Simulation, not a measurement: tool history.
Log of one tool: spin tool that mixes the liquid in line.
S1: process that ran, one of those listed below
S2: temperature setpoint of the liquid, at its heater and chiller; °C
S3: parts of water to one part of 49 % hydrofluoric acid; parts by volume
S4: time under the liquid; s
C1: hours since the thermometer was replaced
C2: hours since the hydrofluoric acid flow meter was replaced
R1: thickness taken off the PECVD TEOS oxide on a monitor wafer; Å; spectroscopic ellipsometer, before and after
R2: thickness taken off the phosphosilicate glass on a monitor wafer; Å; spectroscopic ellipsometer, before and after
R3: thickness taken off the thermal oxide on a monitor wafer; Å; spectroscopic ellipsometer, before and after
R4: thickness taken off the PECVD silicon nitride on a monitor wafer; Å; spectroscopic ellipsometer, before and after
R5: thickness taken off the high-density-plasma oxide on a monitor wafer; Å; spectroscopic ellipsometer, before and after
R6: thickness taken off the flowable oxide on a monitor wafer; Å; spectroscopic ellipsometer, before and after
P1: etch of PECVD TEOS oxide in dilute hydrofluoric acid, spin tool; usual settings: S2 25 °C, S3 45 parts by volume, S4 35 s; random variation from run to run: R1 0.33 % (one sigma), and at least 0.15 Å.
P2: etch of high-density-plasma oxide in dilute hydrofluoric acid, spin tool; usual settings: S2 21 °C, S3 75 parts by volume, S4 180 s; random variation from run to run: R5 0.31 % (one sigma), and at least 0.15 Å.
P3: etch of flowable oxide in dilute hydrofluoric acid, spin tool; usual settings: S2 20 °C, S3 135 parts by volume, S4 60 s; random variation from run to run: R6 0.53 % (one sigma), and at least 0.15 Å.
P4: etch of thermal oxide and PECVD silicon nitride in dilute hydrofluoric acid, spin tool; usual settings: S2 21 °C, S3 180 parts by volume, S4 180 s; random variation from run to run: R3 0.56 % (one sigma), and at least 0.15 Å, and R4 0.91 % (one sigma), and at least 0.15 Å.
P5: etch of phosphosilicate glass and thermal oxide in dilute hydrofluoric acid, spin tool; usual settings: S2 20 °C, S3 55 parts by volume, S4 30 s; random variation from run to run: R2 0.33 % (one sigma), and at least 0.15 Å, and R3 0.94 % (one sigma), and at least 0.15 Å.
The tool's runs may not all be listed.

run   hour  S1    S2   S3   S4      C1     C2      R1      R2      R3      R4      R5      R6
  1   15.4  P1    25   45   35   752.7  171.9  82.375
  2   30.3  P5    17   55   30   767.6  186.8          298.54  19.959
  3   38.5  P4    21  180   95   775.8    195                  20.238  12.719
  4   54.3  P1    25   45   35   791.6  210.8  82.967
  5   65.6  P2    21   75   85   802.9  222.1                                  79.461
  6   75.7  P1    25   45   35     813  232.2  82.784
  7     90  P1  32.5   45   35   827.3  246.5  111.58
  8  105.7  P1    25   45   15     843  262.2  35.347
  9  119.6  P1    25   30   35   856.9  276.1  126.45
 10  128.9  P1    25   45   35   866.2  285.4  82.313
 11  142.8  P5    20   55   15   880.1  299.3          170.79  11.779
 12  151.1  P2    21   75  180   888.4  307.6                                  167.55
 13  160.6  P4    17  180  180   897.9  317.1                  32.958  18.576
 14  170.1  P2    21  110  180   907.4  326.6                                  110.67
 15  177.9  P5    20   55   30   915.2  334.4          339.15   22.83
 16  184.8  P1    25   75   35   922.1  341.3  47.429
 17  193.2  P2    21   75  180   930.5  349.7                                  167.51
 18  204.3  P4    21  250  180   941.6  360.8                  25.694  18.074
 19    220  P2  25.5   75  180   957.3  376.5                                  201.54
 20  234.3  P5    20   20   30   971.6  390.8          979.04  67.356
 21  243.9  P3    20  135  105   981.2  400.4                                          235.09
 22  255.9  P1    25   45   70   993.2  412.4  164.62
 23    270  P3    20  205   60  1007.3  426.5                                          81.927
 24    282  P1    20   45   35  1019.3  438.5  66.662
 25  288.9  P3    20  135   60  1026.2  445.4                                          134.85
 26  296.5  P5    20   55   30  1033.8    453          339.26  22.629
 27  307.6  P4    21  180  180  1044.9  464.1                  38.739  23.999
 28  317.7  P1  29.5   65   35    1055  474.2   66.06
 29  328.4  P3    17  135   60  1065.7  484.9                                          118.56
 30  344.2  P1    25   45   35  1081.5  500.7  82.219
 31  355.4  P1    25   45   35  1092.7  511.9  85.747
 32  365.7  P1    25   45   35    1103  522.2  87.304
 33  379.4  P1    25   45   35  1116.7  535.9  88.365
 34  392.5  P1    25   45   35  1129.8    549  89.149
 35  405.5  P1    25   45   35  1142.8    562  88.814
 36  413.9  P1    25   45   35  1151.2  570.4  88.998

What P1 gives has crept away from where it was. These 2 causes fit the log equally well, each at the size given:
A: hydrofluoric acid flow above the setpoint (%) = 7.62
B: liquid hotter than its thermometer reads (K) = 1.92
The creep began at about hour 344.2.

4 check runs are offered, each on 3 wafers whose results are averaged, their results left as question marks. Which one tells the causes apart?
check 1  422.3  P4  21  180  180                   ?   ?
check 2  422.3  P5  20   55   30               ?   ?
check 3  422.3  P3  20  135   60                               ?
check 4  422.3  P2  21   75  180                           ?

What each check would give under each cause:
  check  result    if A    if B
check 1      R3   42.15  41.601
check 1      R4  26.154  27.576
check 2      R2   368.6  369.57
check 2      R3  24.886  24.951
check 3      R6  146.08  145.02
check 4      R5  182.07   181.9
How far apart the two closest causes lie, in the result that separates them most: check 1 5.29 %; check 2 0.26 %; check 3 0.73 %; check 4 0.09 %
Only check 1 tells the causes apart: in the others they would give nearly the same result.

Then check 1 was run and gave: R3 41.371 Å; R4 27.541 Å. Which cause is it?

It is B: liquid hotter than its thermometer reads (K).
